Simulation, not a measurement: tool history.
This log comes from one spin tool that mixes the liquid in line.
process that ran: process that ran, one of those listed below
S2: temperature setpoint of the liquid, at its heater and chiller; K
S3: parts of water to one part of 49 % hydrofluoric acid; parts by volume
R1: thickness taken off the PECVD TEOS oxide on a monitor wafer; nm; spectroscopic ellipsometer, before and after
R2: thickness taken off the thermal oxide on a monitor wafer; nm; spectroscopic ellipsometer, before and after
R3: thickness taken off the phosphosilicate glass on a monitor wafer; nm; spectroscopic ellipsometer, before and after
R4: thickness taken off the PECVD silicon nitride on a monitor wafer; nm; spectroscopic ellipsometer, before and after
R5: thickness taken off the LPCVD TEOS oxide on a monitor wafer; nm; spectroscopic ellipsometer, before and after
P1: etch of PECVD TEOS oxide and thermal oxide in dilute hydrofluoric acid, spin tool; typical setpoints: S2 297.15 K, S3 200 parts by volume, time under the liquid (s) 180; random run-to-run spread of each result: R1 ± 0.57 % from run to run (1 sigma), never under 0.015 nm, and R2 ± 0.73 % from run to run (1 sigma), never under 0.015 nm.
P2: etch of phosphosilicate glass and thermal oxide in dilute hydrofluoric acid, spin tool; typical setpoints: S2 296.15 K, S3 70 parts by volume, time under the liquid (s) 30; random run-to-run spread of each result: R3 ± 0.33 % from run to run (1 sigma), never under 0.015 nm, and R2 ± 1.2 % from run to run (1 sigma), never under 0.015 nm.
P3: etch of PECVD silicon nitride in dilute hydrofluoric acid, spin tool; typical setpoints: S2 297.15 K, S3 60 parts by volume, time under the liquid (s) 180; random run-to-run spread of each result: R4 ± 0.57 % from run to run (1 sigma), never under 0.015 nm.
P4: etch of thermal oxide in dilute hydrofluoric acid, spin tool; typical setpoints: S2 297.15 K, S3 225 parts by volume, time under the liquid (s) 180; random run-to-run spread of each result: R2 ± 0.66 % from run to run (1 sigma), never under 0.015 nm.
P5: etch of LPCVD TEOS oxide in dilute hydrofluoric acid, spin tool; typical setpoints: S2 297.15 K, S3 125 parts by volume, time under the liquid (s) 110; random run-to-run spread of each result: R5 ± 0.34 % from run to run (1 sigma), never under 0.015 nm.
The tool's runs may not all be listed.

Run 1, day 0.333: process that ran P1, S2 297.15 K, S3 200 parts by volume, time under the liquid (s) 180. Result: R1 23.255 nm, R2 3.6676 nm.
Run 2, day 0.662: process that ran P1, S2 301.65 K, S3 200 parts by volume, time under the liquid (s) 280. Result: R1 43.031 nm, R2 6.7896 nm.
Run 3, day 0.958: process that ran P1, S2 290.15 K, S3 200 parts by volume, time under the liquid (s) 180. Result: R1 17.943 nm, R2 2.8104 nm.
Run 4, day 1.525: process that ran P2, S2 302.65 K, S3 70 parts by volume, time under the liquid (s) 30. Result: R2 2.3561 nm, R3 99.013 nm.
Run 5, day 2.083: process that ran P1, S2 297.15 K, S3 200 parts by volume, time under the liquid (s) 180. Result: R1 23.4 nm, R2 3.685 nm.
Run 6, day 2.642: process that ran P1, S2 297.15 K, S3 200 parts by volume, time under the liquid (s) 180. Result: R1 23.186 nm, R2 3.7368 nm.
Run 7, day 3.046: process that ran P2, S2 296.15 K, S3 70 parts by volume, time under the liquid (s) 15. Result: R2 0.90659 nm, R3 37.938 nm.
Run 8, day 3.633: process that ran P4, S2 301.65 K, S3 225 parts by volume, time under the liquid (s) 180. Result: R2 3.7163 nm.
Run 9, day 4.058: process that ran P4, S2 297.15 K, S3 385 parts by volume, time under the liquid (s) 180. Result: R2 1.5494 nm.
Run 10, day 4.638: process that ran P1, S2 297.15 K, S3 200 parts by volume, time under the liquid (s) 295. Result: R1 38.474 nm, R2 6.0554 nm.
Run 11, day 5.104: process that ran P3, S2 297.15 K, S3 60 parts by volume, time under the liquid (s) 100. Result: R4 5.3594 nm.
Run 12, day 5.679: process that ran P1, S2 297.15 K, S3 200 parts by volume, time under the liquid (s) 15. Result: R1 1.9328 nm, R2 0.31835 nm.
Run 13, day 6.15: process that ran P3, S2 303.15 K, S3 60 parts by volume, time under the liquid (s) 180. Result: R4 14.252 nm.
Run 14, day 6.75: process that ran P5, S2 297.15 K, S3 125 parts by volume, time under the liquid (s) 110. Result: R5 48.802 nm.
Run 15, day 7.1: process that ran P1, S2 304.15 K, S3 200 parts by volume, time under the liquid (s) 180. Result: R1 29.736 nm, R2 4.7949 nm.
Run 16, day 7.683: process that ran P3, S2 297.15 K, S3 60 parts by volume, time under the liquid (s) 180. Result: R4 9.5246 nm.
Run 17, day 7.988: process that ran P5, S2 297.15 K, S3 220 parts by volume, time under the liquid (s) 110. Result: R5 24.941 nm.
Run 18, day 8.404: process that ran P3, S2 297.15 K, S3 20 parts by volume, time under the liquid (s) 180. Result: R4 27.785 nm.
Run 19, day 8.992: process that ran P1, S2 297.15 K, S3 200 parts by volume, time under the liquid (s) 180. Result: R1 23.282 nm, R2 3.7154 nm.
Run 20, day 9.554: process that ran P2, S2 296.15 K, S3 115 parts by volume, time under the liquid (s) 30. Result: R2 1.0454 nm, R3 44.021 nm.
Run 21, day 9.917: process that ran P3, S2 297.15 K, S3 60 parts by volume, time under the liquid (s) 180. Result: R4 9.5998 nm.
Run 22, day 10.233: process that ran P1, S2 303.15 K, S3 200 parts by volume, time under the liquid (s) 275. Result: R1 43.975 nm, R2 6.9945 nm.
Run 23, day 10.821: process that ran P5, S2 304.65 K, S3 125 parts by volume, time under the liquid (s) 110. Result: R5 65.252 nm.
Run 24, day 11.15: process that ran P4, S2 297.15 K, S3 225 parts by volume, time under the liquid (s) 85. Result: R2 1.501 nm.
Run 25, day 11.467: process that ran P4, S2 297.15 K, S3 225 parts by volume, time under the liquid (s) 180. Result: R2 3.1809 nm.
Run 26, day 11.808: process that ran P5, S2 297.15 K, S3 125 parts by volume, time under the liquid (s) 110. Result: R5 48.782 nm.
Run 27, day 12.162: process that ran P1, S2 297.15 K, S3 285 parts by volume, time under the liquid (s) 180. Result: R1 14.961 nm, R2 2.4128 nm.
Run 28, day 12.583: process that ran P1, S2 297.15 K, S3 345 parts by volume, time under the liquid (s) 15. Result: R1 0.98933 nm, R2 0.17225 nm.
Run 29, day 13.133: process that ran P1, S2 297.15 K, S3 200 parts by volume, time under the liquid (s) 180. Result: R1 23.472 nm, R2 3.7125 nm.
Run 30, day 13.754: process that ran P5, S2 297.15 K, S3 125 parts by volume, time under the liquid (s) 175. Result: R5 77.849 nm.
Run 31, day 14.038: process that ran P4, S2 297.15 K, S3 225 parts by volume, time under the liquid (s) 180. Result: R2 3.1974 nm.
Run 32, day 14.629: process that ran P1, S2 297.15 K, S3 85 parts by volume, time under the liquid (s) 180. Result: R1 63.03 nm, R2 9.9356 nm.
Run 33, day 15.242: process that ran P2, S2 296.15 K, S3 70 parts by volume, time under the liquid (s) 30. Result: R2 1.845 nm, R3 76.737 nm.
Run 34, day 15.629: process that ran P1, S2 297.15 K, S3 200 parts by volume, time under the liquid (s) 180. Result: R1 23.437 nm, R2 3.6761 nm.
Run 35, day 16.054: process that ran P1, S2 297.15 K, S3 200 parts by volume, time under the liquid (s) 180. Result: R1 23.537 nm, R2 3.6893 nm.
Run 36, day 16.583: process that ran P1, S2 297.15 K, S3 200 parts by volume, time under the liquid (s) 180. Result: R1 22.434 nm, R2 3.5038 nm.
Run 37, day 16.975: process that ran P1, S2 297.15 K, S3 200 parts by volume, time under the liquid (s) 180. Result: R1 22.161 nm, R2 3.5295 nm.
Run 38, day 17.321: process that ran P1, S2 297.15 K, S3 200 parts by volume, time under the liquid (s) 180. Result: R1 21.975 nm, R2 3.4801 nm.
Run 39, day 17.617: process that ran P1, S2 297.15 K, S3 200 parts by volume, time under the liquid (s) 180. Result: R1 22.252 nm, R2 3.5352 nm.
Run 40, day 17.946: process that ran P1, S2 297.15 K, S3 200 parts by volume, time under the liquid (s) 180. Result: R1 21.975 nm, R2 3.4785 nm.
Run 41, day 18.308: process that ran P1, S2 297.15 K, S3 200 parts by volume, time under the liquid (s) 180. Result: R1 21.874 nm, R2 3.4897 nm.

Compared with where it was, what P1 gives has crept away. Each cause listed below fits the log as well as the rest, at the size given for it:
A: hydrofluoric acid flow below the setpoint (%) = 4.68
B: liquid colder than its thermometer reads (K) = 1.57
Onset of the creep was near day 16.054.

The check runs listed below each take one wafer, and their results are still question marks. Under which run would the listed causes lead to clearly different results?
Run check 1, day 18.671: process that ran P5, S2 301.15 K, S3 125 parts by volume, time under the liquid (s) 110. Result: R5 ?.
Run check 2, day 18.671: process that ran P3, S2 297.15 K, S3 40 parts by volume, time under the liquid (s) 180. Result: R4 ?.
Run check 3, day 18.671: process that ran P4, S2 297.15 K, S3 335 parts by volume, time under the liquid (s) 180. Result: R2 ?.
Run check 4, day 18.671: process that ran P2, S2 301.15 K, S3 95 parts by volume, time under the liquid (s) 30. Result: R2 ?, R3 ?.

Predicted outcomes, by check and by cause:
  check  result    if A    if B
check 1      R5  53.754  53.575
check 2      R4  13.603  12.806
check 3      R2  1.7867  1.8035
check 4      R2  1.4948  1.4852
check 4      R3  62.861  62.458
Per check, the gap between the least separated pair of causes, taken in the result that splits them most: check 1 0.33 %; check 2 6.04 %; check 3 0.94 %; check 4 0.64 %
The other checks would show nearly matching results whichever cause is true, so check 2 is the only one that separates the causes.

Check 2 has now been run. It gave: R4 13.7 nm. Which of the candidate causes is it?

The correct cause is A, namely: hydrofluoric acid flow below the setpoint (%).
